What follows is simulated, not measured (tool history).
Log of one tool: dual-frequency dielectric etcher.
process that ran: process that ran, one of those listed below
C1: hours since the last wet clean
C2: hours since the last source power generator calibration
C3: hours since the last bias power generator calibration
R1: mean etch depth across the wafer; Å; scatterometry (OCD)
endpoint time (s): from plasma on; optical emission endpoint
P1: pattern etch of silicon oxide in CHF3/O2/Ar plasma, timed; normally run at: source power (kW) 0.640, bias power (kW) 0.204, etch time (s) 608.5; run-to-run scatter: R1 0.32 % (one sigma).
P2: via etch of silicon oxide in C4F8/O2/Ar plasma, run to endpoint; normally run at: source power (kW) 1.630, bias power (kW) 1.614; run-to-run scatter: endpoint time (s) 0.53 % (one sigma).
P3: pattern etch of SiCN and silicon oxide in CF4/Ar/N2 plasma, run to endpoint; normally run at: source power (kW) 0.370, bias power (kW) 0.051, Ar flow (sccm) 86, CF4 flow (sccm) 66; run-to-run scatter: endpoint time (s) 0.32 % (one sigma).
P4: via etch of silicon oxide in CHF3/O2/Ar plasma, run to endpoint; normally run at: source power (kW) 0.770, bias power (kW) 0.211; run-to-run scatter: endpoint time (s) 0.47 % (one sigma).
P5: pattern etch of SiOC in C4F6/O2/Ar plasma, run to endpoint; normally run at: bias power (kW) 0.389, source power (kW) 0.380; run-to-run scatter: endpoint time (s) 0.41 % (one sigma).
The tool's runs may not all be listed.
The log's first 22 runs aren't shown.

Run 23, hour 141.6: process that ran P3, source power (kW) 0.370, bias power (kW) 0.051, Ar flow (sccm) 56, CF4 flow (sccm) 66; C1 587.2; C2 2250.4; C3 1218.7. Result: endpoint time (s) 13.810.
Run 24, hour 147.2: process that ran P1, source power (kW) 0.640, bias power (kW) 0.120, etch time (s) 608.5; C1 592.8; C2 2256.0; C3 1224.3. Result: R1 10740.0 Å.
Run 25, hour 153.4: process that ran P1, source power (kW) 0.640, bias power (kW) 0.204, etch time (s) 608.5; C1 599.0; C2 2262.2; C3 1230.5. Result: R1 12721.0 Å.
Run 26, hour 159.4: process that ran P1, source power (kW) 0.880, bias power (kW) 0.204, etch time (s) 608.5; C1 605.0; C2 2268.2; C3 1236.5. Result: R1 14438.0 Å.
Run 27, hour 166.8: process that ran P3, source power (kW) 0.500, bias power (kW) 0.051, Ar flow (sccm) 86, CF4 flow (sccm) 66; C1 612.4; C2 2275.6; C3 1243.9. Result: endpoint time (s) 11.342.
Run 28, hour 173.7: process that ran P1, source power (kW) 0.640, bias power (kW) 0.204, etch time (s) 792.5; C1 619.3; C2 2282.5; C3 1250.8. Result: R1 16527.0 Å.
Run 29, hour 179.3: process that ran P1, source power (kW) 0.640, bias power (kW) 0.204, etch time (s) 608.5; C1 624.9; C2 2288.1; C3 1256.4. Result: R1 12716.0 Å.
Run 30, hour 185.9: process that ran P1, source power (kW) 0.640, bias power (kW) 0.204, etch time (s) 608.5; C1 631.5; C2 2294.7; C3 1263.0. Result: R1 12752.0 Å.
Run 31, hour 192.7: process that ran P1, source power (kW) 0.640, bias power (kW) 0.204, etch time (s) 608.5; C1 638.3; C2 2301.5; C3 1269.8. Result: R1 12891.0 Å.
Run 32, hour 197.8: process that ran P1, source power (kW) 0.640, bias power (kW) 0.204, etch time (s) 608.5; C1 643.4; C2 2306.6; C3 1274.9. Result: R1 12866.0 Å.
Run 33, hour 203.8: process that ran P1, source power (kW) 0.640, bias power (kW) 0.204, etch time (s) 608.5; C1 649.4; C2 2312.6; C3 1280.9. Result: R1 12919.0 Å.

Run 34 comes next. What will it give?
Run 34, hour 211.0: process that ran P1, source power (kW) 0.640, bias power (kW) 0.204, etch time (s) 608.5; C1 656.6; C2 2319.8; C3 1288.1. Result: R1 ?.

{"run 34": {"R1": 12889.0}}

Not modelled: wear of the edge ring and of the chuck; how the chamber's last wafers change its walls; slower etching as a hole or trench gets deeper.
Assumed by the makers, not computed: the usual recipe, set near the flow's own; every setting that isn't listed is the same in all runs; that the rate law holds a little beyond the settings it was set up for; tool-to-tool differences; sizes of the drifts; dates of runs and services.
